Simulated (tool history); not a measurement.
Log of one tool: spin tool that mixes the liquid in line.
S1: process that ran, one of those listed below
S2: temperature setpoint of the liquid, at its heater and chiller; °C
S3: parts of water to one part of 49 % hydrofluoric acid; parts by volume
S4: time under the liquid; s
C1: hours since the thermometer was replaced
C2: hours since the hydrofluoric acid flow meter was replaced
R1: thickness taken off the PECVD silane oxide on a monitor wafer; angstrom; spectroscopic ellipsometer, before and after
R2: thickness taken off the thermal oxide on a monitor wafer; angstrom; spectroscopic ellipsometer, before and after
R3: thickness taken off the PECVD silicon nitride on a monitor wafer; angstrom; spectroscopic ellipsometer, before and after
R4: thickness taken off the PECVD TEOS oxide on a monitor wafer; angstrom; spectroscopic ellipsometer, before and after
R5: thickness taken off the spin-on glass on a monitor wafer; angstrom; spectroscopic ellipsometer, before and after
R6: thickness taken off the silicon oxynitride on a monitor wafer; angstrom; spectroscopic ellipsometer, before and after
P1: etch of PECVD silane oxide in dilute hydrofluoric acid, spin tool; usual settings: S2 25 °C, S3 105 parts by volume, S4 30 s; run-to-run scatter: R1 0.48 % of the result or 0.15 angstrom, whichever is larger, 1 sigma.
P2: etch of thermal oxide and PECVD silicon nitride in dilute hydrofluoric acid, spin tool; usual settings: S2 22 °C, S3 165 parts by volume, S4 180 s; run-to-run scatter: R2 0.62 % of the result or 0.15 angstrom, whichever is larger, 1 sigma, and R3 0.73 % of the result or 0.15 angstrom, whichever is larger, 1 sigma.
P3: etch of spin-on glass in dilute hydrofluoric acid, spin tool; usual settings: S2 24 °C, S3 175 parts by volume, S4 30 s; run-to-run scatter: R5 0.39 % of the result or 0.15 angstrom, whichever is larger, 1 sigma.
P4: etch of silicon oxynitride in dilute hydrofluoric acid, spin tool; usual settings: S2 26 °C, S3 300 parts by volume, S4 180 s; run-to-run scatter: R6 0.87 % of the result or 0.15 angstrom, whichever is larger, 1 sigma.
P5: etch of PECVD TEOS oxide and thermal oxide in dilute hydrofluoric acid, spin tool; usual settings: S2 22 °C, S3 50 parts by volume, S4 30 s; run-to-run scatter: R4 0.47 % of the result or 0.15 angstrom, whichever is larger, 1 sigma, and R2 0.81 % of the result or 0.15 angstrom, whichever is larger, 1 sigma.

run   hour  S1    S2   S3   S4     C1     C2      R1      R2      R3      R4      R5      R6
  1    3.3  P1    25  105   30  601.5  187.8  76.086
  2    7.6  P1    25  105   30  605.8  192.1  76.699
  3     13  P1    25  105   30  611.2  197.5  76.059
  4   15.9  P2    22  165   70  614.1  200.4          17.355   14.02
  5   21.6  P1    25  145   15  619.8  206.1  26.479
  6   25.2  P2    28  165  180  623.4  209.7          57.342  51.517
  7   29.3  P5    22   50   30  627.5  213.8          27.127          134.93
  8   33.8  P5    22   90   30    632  218.3          14.377          71.173
  9   38.2  P3    19  175   30  636.4  222.7                                  61.836
 10   44.3  P1    25  105   45  642.5  228.8  114.82
 11   50.1  P1    25  105   30  648.3  234.6   76.79
 12   54.6  P1    25  105   30  652.8  239.1  75.688
 13   59.5  P2    22  165  180  657.7    244          45.167  35.524
 14   64.8  P1  20.5  105   30    663  249.3  63.982
 15     69  P4    26  300  180  667.2  253.5                                           26.19
 16   72.1  P4    26  440  180  670.3  256.6                                          15.996
 17   75.8  P5    22   50   15    674  260.3          13.515          67.402
 18   81.3  P1    25  105   30  679.5  265.8  76.164
 19   86.5  P3    24  175   50  684.7    271                                  123.96
 20   89.3  P2    22  165  180  687.5  273.8          45.227  35.409
 21     94  P4  33.5  300  180  692.2  278.5                                          35.267
 22   98.1  P2    22  255  180  696.3  282.6          26.716  23.214
 23  101.1  P3    24  240   30  699.3  285.6                                  50.211
 24  107.1  P1    32  180   30  705.3  291.6  52.818
 25    113  P1    25  105   15  711.2  297.5  38.583
 26  118.6  P3    24  175   30  716.8  303.1                                  74.005
 27  124.4  P4    26  300  330  722.6  308.9                                          48.215
 28  127.8  P3    24  175   30    726  312.3                                  74.488
 29  132.2  P5    17   50   30  730.4  316.7          21.746          107.59
 30  136.1  P1    25   20   30  734.3  320.6  444.96
 31  141.8  P5    22   50   30    740  326.3          26.938          134.66
 32  144.8  P1    25  105   30    743  329.3  76.223
 33  148.8  P1    25  160   30    747  333.3  46.487
 34  152.8  P1    31  105   30    751  337.3  95.427
 35  156.2  P1    25  105   30  754.4  340.7   76.19
 36  161.2  P1    25  105   30  759.4  345.7  77.901
 37  166.4  P1    25  105   30  764.6  350.9  78.845
 38    170  P1    25  105   30  768.2  354.5  79.972
 39    173  P1    25  105   30  771.2  357.5  80.699
 40  178.2  P1    25  105   30  776.4  362.7  79.916
 41  182.6  P1    25  105   30  780.8  367.1  79.965
 42  185.4  P1    25  105   30  783.6  369.9  80.563
 43  189.5  P1    25  105   30  787.7    374  80.773
 44  194.1  P1    25  105   30  792.3  378.6  80.373

What P1 gives has crept away from where it was. These 2 causes fit the log equally well, each at the size given:
A: liquid hotter than its thermometer reads (K) = 1.39
B: hydrofluoric acid flow above the setpoint (%) = 4.9
The creep began at about hour 156.2.

4 check runs are offered, each on 2 wafers whose results are averaged, their results left as question marks. Which one tells the causes apart?
check 1  198.7  P2  22  165  180               ?   ?
check 2  198.7  P3  24  175   30                           ?
check 3  198.7  P4  26  300  180                               ?
check 4  198.7  P5  22   50   30               ?       ?

What each check would give under each cause:
  check  result    if A    if B
check 1      R2  47.762  47.898
check 1      R3  38.802  37.161
check 2      R5  78.476  78.874
check 3      R6  27.856  27.882
check 4      R2  28.582  28.386
check 4      R4  142.73  141.75
How far apart the two closest causes lie, in the result that separates them most: check 1 4.32 %; check 2 0.51 %; check 3 0.09 %; check 4 0.69 %
Only check 1 tells the causes apart: in the others they would give nearly the same result.

Check 1 was then run and gave: R2 47.385 angstrom; R3 37.197 angstrom. Which cause is it?

It is B: hydrofluoric acid flow above the setpoint (%).
